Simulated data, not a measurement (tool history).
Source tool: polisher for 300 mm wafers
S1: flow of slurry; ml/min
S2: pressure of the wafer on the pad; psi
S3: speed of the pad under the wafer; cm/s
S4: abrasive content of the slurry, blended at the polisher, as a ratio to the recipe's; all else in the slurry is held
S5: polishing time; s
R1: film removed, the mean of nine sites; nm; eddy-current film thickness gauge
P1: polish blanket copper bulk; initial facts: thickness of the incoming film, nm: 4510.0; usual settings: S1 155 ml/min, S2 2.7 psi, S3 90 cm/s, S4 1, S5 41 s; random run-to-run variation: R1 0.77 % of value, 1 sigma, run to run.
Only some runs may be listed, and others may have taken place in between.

{"run": 1, "hour": 4.8, "S1": 155, "S2": 2.7, "S3": 90, "S4": 1, "S5": 41, "R1": 280.65}
{"run": 2, "hour": 11.6, "S1": 95, "S2": 2.7, "S3": 90, "S4": 1, "S5": 41, "R1": 249.46}
{"run": 3, "hour": 15.0, "S1": 155, "S2": 2.7, "S3": 90, "S4": 1, "S5": 27, "R1": 178.57}
{"run": 4, "hour": 21.4, "S1": 230, "S2": 2.7, "S3": 90, "S4": 1, "S5": 41, "R1": 291.46}
{"run": 5, "hour": 27.1, "S1": 155, "S2": 2.7, "S3": 90, "S4": 1.35, "S5": 41, "R1": 292.85}
{"run": 6, "hour": 33.9, "S1": 155, "S2": 2.7, "S3": 90, "S4": 0.75, "S5": 41, "R1": 257.1}
{"run": 7, "hour": 39.4, "S1": 155, "S2": 2.7, "S3": 90, "S4": 1, "S5": 63, "R1": 422.57}
{"run": 8, "hour": 44.4, "S1": 155, "S2": 4, "S3": 90, "S4": 1, "S5": 41, "R1": 411.15}
{"run": 9, "hour": 49.4, "S1": 155, "S2": 1.4, "S3": 90, "S4": 1, "S5": 41, "R1": 142.2}
{"run": 10, "hour": 55.6, "S1": 155, "S2": 2.7, "S3": 90, "S4": 1, "S5": 41, "R1": 276.59}
{"run": 11, "hour": 61.6, "S1": 155, "S2": 2.7, "S3": 90, "S4": 1, "S5": 41, "R1": 276.92}
{"run": 12, "hour": 66.8, "S1": 155, "S2": 2.7, "S3": 120, "S4": 1, "S5": 41, "R1": 368.53}
{"run": 13, "hour": 72.2, "S1": 155, "S2": 2.7, "S3": 90, "S4": 1, "S5": 41, "R1": 276.69}
{"run": 14, "hour": 75.5, "S1": 155, "S2": 2.7, "S3": 90, "S4": 1, "S5": 41, "R1": 273.76}
{"run": 15, "hour": 81.2, "S1": 155, "S2": 2.7, "S3": 62, "S4": 1, "S5": 41, "R1": 191.54}
{"hour": 84.2, "done": "slurry blender recalibrated"}
{"run": 16, "hour": 86.3, "S1": 155, "S2": 2.7, "S3": 90, "S4": 1, "S5": 41, "R1": 272.8}
{"run": 17, "hour": 89.9, "S1": 155, "S2": 2.7, "S3": 42, "S4": 1, "S5": 30, "R1": 94.167}
{"run": 18, "hour": 95.1, "S1": 155, "S2": 2.7, "S3": 90, "S4": 1, "S5": 41, "R1": 274.55}
{"run": 19, "hour": 99.1, "S1": 155, "S2": 2.7, "S3": 90, "S4": 1, "S5": 41, "R1": 272.35}
{"run": 20, "hour": 103.8, "S1": 155, "S2": 2.7, "S3": 90, "S4": 1, "S5": 41, "R1": 264.13}
{"run": 21, "hour": 110.6, "S1": 155, "S2": 2.7, "S3": 90, "S4": 1, "S5": 41, "R1": 265.14}
{"hour": 115.8, "done": "worn pad replaced by a new one"}
{"run": 22, "hour": 117.1, "S1": 155, "S2": 2.7, "S3": 90, "S4": 1, "S5": 41, "R1": 257.18}
{"run": 23, "hour": 121.6, "S1": 155, "S2": 2.7, "S3": 90, "S4": 1, "S5": 41, "R1": 256.28}
{"run": 24, "hour": 126.2, "S1": 155, "S2": 2.7, "S3": 90, "S4": 1, "S5": 41, "R1": 258.44}
{"run": 25, "hour": 129.3, "S1": 155, "S2": 2.7, "S3": 90, "S4": 1, "S5": 41, "R1": 260.47}
{"hour": 129.5, "done": "slurry blender recalibrated"}
{"run": 26, "hour": 134.0, "S1": 155, "S2": 2.7, "S3": 90, "S4": 1, "S5": 41, "R1": 255.31}
{"run": 27, "hour": 139.0, "S1": 155, "S2": 2.7, "S3": 90, "S4": 1, "S5": 41, "R1": 255.17}
{"run": 28, "hour": 145.7, "S1": 155, "S2": 2.7, "S3": 90, "S4": 1, "S5": 41, "R1": 254.81}

P1 no longer gives what it gave before; its output has crept away from where it was. The following 2 causes, each at its listed size, fit the log equally well:
A: head's pressure below its setpoint, % = 7.77
B: slurry flow missing at the pad, % = 32.7
The onset of the drift is placed at about hour 95.1.
Every other cause this tool's parts could produce, and why it does not fit the log:
removal rate lost through wear of the pad, %: was serviced at hour 115.8, once the creep was under way, yet the earlier output never came back
abrasive missing from the slurry, %: was serviced at hour 129.5, once the creep was under way, yet the earlier output never came back

Of the 4 check runs below, each run on 3 wafers with the results averaged and each result still a question mark, which one would tell the listed causes apart?
{"run": "check 1", "hour": 152.4, "S1": 105, "S2": 2.7, "S3": 90, "S4": 1, "S5": 60, "R1": "?"}
{"run": "check 2", "hour": 152.4, "S1": 155, "S2": 2.7, "S3": 66, "S4": 1.25, "S5": 41, "R1": "?"}
{"run": "check 3", "hour": 152.4, "S1": 155, "S2": 2.7, "S3": 66, "S4": 1, "S5": 41, "R1": "?"}
{"run": "check 4", "hour": 152.4, "S1": 155, "S2": 3.3, "S3": 90, "S4": 1, "S5": 41, "R1": "?"}

What every check run would give for each of its results, assuming each possible cause in turn:
check=check_1 result=R1 if_A=343.87 if_B=332.56
check=check_2 result=R1 if_A=195.82 if_B=195.8
check=check_3 result=R1 if_A=186.56 if_B=186.54
check=check_4 result=R1 if_A=310.94 if_B=310.9
Minimum pairwise separation of causes per check, each pair taken at its best-separating result: check 1 3.34 %; check 2 0.01 %; check 3 0.01 %; check 4 0.01 %
Only check 1 tells the causes apart: in the others they would give nearly the same result.

The results of check 1 are: R1 332.92 nm. Based on these, which of the listed causes is it?

Of the candidate causes, it is B: slurry flow missing at the pad, %.
